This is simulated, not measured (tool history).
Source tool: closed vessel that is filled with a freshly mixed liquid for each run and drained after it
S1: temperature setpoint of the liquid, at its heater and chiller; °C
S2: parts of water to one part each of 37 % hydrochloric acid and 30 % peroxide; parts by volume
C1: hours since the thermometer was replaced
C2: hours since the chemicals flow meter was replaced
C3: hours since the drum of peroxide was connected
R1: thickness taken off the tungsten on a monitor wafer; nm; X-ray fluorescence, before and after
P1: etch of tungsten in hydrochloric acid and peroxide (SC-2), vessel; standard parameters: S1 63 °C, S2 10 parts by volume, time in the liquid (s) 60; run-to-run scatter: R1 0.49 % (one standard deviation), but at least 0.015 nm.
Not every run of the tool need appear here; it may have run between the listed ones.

Run 1, day 0.167: S1 63 °C, S2 10 parts by volume, time in the liquid (s) 60; C1 1593.1; C2 298.4; C3 377.7. Result: R1 29.381 nm.
Run 2, day 0.433: S1 63 °C, S2 10 parts by volume, time in the liquid (s) 60; C1 1599.5; C2 304.8; C3 384.1. Result: R1 29.406 nm.
Run 3, day 0.579: S1 63 °C, S2 10 parts by volume, time in the liquid (s) 60; C1 1603; C2 308.3; C3 387.6. Result: R1 29.447 nm.
At day 0.642: chemicals flow meter replaced.
Run 4, day 0.754: S1 63 °C, S2 10 parts by volume, time in the liquid (s) 105; C1 1607.2; C2 2.8; C3 391.8. Result: R1 51.245 nm.
Run 5, day 1.071: S1 63 °C, S2 10 parts by volume, time in the liquid (s) 60; C1 1614.8; C2 10.4; C3 399.4. Result: R1 29.557 nm.
Run 6, day 1.267: S1 63 °C, S2 10 parts by volume, time in the liquid (s) 60; C1 1619.5; C2 15.1; C3 404.1. Result: R1 29.605 nm.
Run 7, day 1.521: S1 63 °C, S2 10 parts by volume, time in the liquid (s) 30; C1 1625.6; C2 21.2; C3 410.2. Result: R1 14.787 nm.
Run 8, day 1.754: S1 72 °C, S2 10 parts by volume, time in the liquid (s) 60; C1 1631.2; C2 26.8; C3 415.8. Result: R1 50.502 nm.
Run 9, day 1.942: S1 47.5 °C, S2 10 parts by volume, time in the liquid (s) 60; C1 1635.7; C2 31.3; C3 420.3. Result: R1 10.883 nm.
At day 2.079: new drum of peroxide connected.
Run 10, day 2.175: S1 63 °C, S2 17.5 parts by volume, time in the liquid (s) 60; C1 1641.3; C2 36.9; C3 2.4. Result: R1 18.029 nm.
Run 11, day 2.375: S1 63 °C, S2 6.5 parts by volume, time in the liquid (s) 110; C1 1646.1; C2 41.7; C3 7.2. Result: R1 75.976 nm.
Run 12, day 2.525: S1 63 °C, S2 4 parts by volume, time in the liquid (s) 60; C1 1649.7; C2 45.3; C3 10.8. Result: R1 58.449 nm.
Run 13, day 2.754: S1 63 °C, S2 10 parts by volume, time in the liquid (s) 60; C1 1655.2; C2 50.8; C3 16.3. Result: R1 29.498 nm.
Run 14, day 3.017: S1 63 °C, S2 10 parts by volume, time in the liquid (s) 60; C1 1661.5; C2 57.1; C3 22.6. Result: R1 31.088 nm.
Run 15, day 3.321: S1 63 °C, S2 10 parts by volume, time in the liquid (s) 60; C1 1668.8; C2 64.4; C3 29.9. Result: R1 31.71 nm.
Run 16, day 3.496: S1 63 °C, S2 10 parts by volume, time in the liquid (s) 60; C1 1673; C2 68.6; C3 34.1. Result: R1 31.904 nm.
Run 17, day 3.758: S1 63 °C, S2 10 parts by volume, time in the liquid (s) 60; C1 1679.3; C2 74.9; C3 40.4. Result: R1 31.979 nm.
Run 18, day 4.008: S1 63 °C, S2 10 parts by volume, time in the liquid (s) 60; C1 1685.3; C2 80.9; C3 46.4. Result: R1 31.961 nm.
Run 19, day 4.192: S1 63 °C, S2 10 parts by volume, time in the liquid (s) 60; C1 1689.7; C2 85.3; C3 50.8. Result: R1 31.896 nm.

Compared with where it was, what P1 gives has crept away. Each cause listed below fits the log as well as the rest, at the size given for it:
A: liquid hotter than its thermometer reads (K) = 1.42
B: chemicals flow above the setpoint (%) = 11
At approximately day 2.754, the process output began to creep.
Other possible causes, and why each is ruled out:
peroxide weaker than its label (%): at its largest 8, which would move R1 by -7.4 %, too little to match the creep or of the wrong sign

Of the 4 check runs below, each run on 2 wafers with the results averaged and each result still a question mark, which one would tell the listed causes apart?
Run check 1, day 4.375: S1 49.5 °C, S2 14 parts by volume, time in the liquid (s) 60. Result: R1 ?.
Run check 2, day 4.375: S1 51.5 °C, S2 4 parts by volume, time in the liquid (s) 60. Result: R1 ?.
Run check 3, day 4.375: S1 63 °C, S2 16.5 parts by volume, time in the liquid (s) 100. Result: R1 ?.
Run check 4, day 4.375: S1 63 °C, S2 17.5 parts by volume, time in the liquid (s) 30. Result: R1 ?.

Outcome of each check run for each possible cause:
  check  result    if A    if B
check 1      R1  10.183  10.143
check 2      R1  30.978   30.21
check 3      R1  34.659  34.847
check 4      R1  9.8645  9.9238
Minimum pairwise separation of causes per check, each pair taken at its best-separating result: check 1 0.39 %; check 2 2.51 %; check 3 0.54 %; check 4 0.6 %
Of the check runs offered, only check 2 discriminates between the causes; the rest would read about the same regardless of which cause applies.

Check 2 was then run and gave: R1 30.15 nm. Which cause is it?

B is the cause: chemicals flow above the setpoint (%).
